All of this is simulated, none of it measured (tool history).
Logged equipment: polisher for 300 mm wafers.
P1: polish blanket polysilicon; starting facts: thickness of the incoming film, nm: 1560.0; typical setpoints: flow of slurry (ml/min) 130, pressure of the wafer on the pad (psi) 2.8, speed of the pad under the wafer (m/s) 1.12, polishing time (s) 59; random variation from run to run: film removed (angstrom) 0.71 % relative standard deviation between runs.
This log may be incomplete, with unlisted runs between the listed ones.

run    day  flow of slurry (ml/min)  pressure of the wafer on the pad (psi)  speed of the pad under the wafer (m/s)  polishing time (s)  film removed (angstrom)
  1  0.429                      130                                     2.8                                    1.12                  59                   4944.1
  2  0.992                      130                                     2.8                                    1.52                  59                   6640.8
  3  1.558                       80                                     2.8                                    1.12                  59                   4361.9
  4  1.975                       80                                     2.8                                    1.12                  45                   3284.7
  5  2.500                      130                                     4.3                                    1.12                  59                   7590.2
  6  3.062                      130                                     2.8                                    1.12                  59                   4923.7
  7  3.446                      130                                     2.8                                    1.12                  59                   4882.5
  8  3.858                      130                                     1.6                                    1.12                  59                   2799.8
  9  4.167                      130                                     2.8                                    1.12                  31                   2552.9
     4.321  -- slurry nozzle cleaned
 10  4.608                      130                                     2.8                                    0.50                  59                   2207.8
 11  4.967                      130                                     2.8                                    1.12                  59                   4921.9
 12  5.438                      205                                     2.8                                    1.12                  59                   5292.0
 13  5.829                      130                                     2.8                                    1.12                  59                   4992.4
 14  6.138                      130                                     4.3                                    1.12                  38                   4895.2
 15  6.588                      130                                     2.8                                    1.12                  94                   7804.3
 16  6.842                      130                                     2.8                                    1.12                  59                   4891.5
 17  7.350                      130                                     2.8                                    1.12                  59                   4739.6
 18  7.650                      130                                     2.8                                    1.12                  59                   4577.3
     8.150  -- worn pad replaced by a new one
 19  8.167                      130                                     2.8                                    1.12                  59                   4462.9
 20  8.562                      130                                     2.8                                    1.12                  59                   4466.7
 21  8.858                      130                                     2.8                                    1.12                  59                   4374.4

Run 22 is up next; what results do you expect?
 22  9.250                      130                                     2.8                                    1.12                  59                        ?

film removed (angstrom): 4375.6
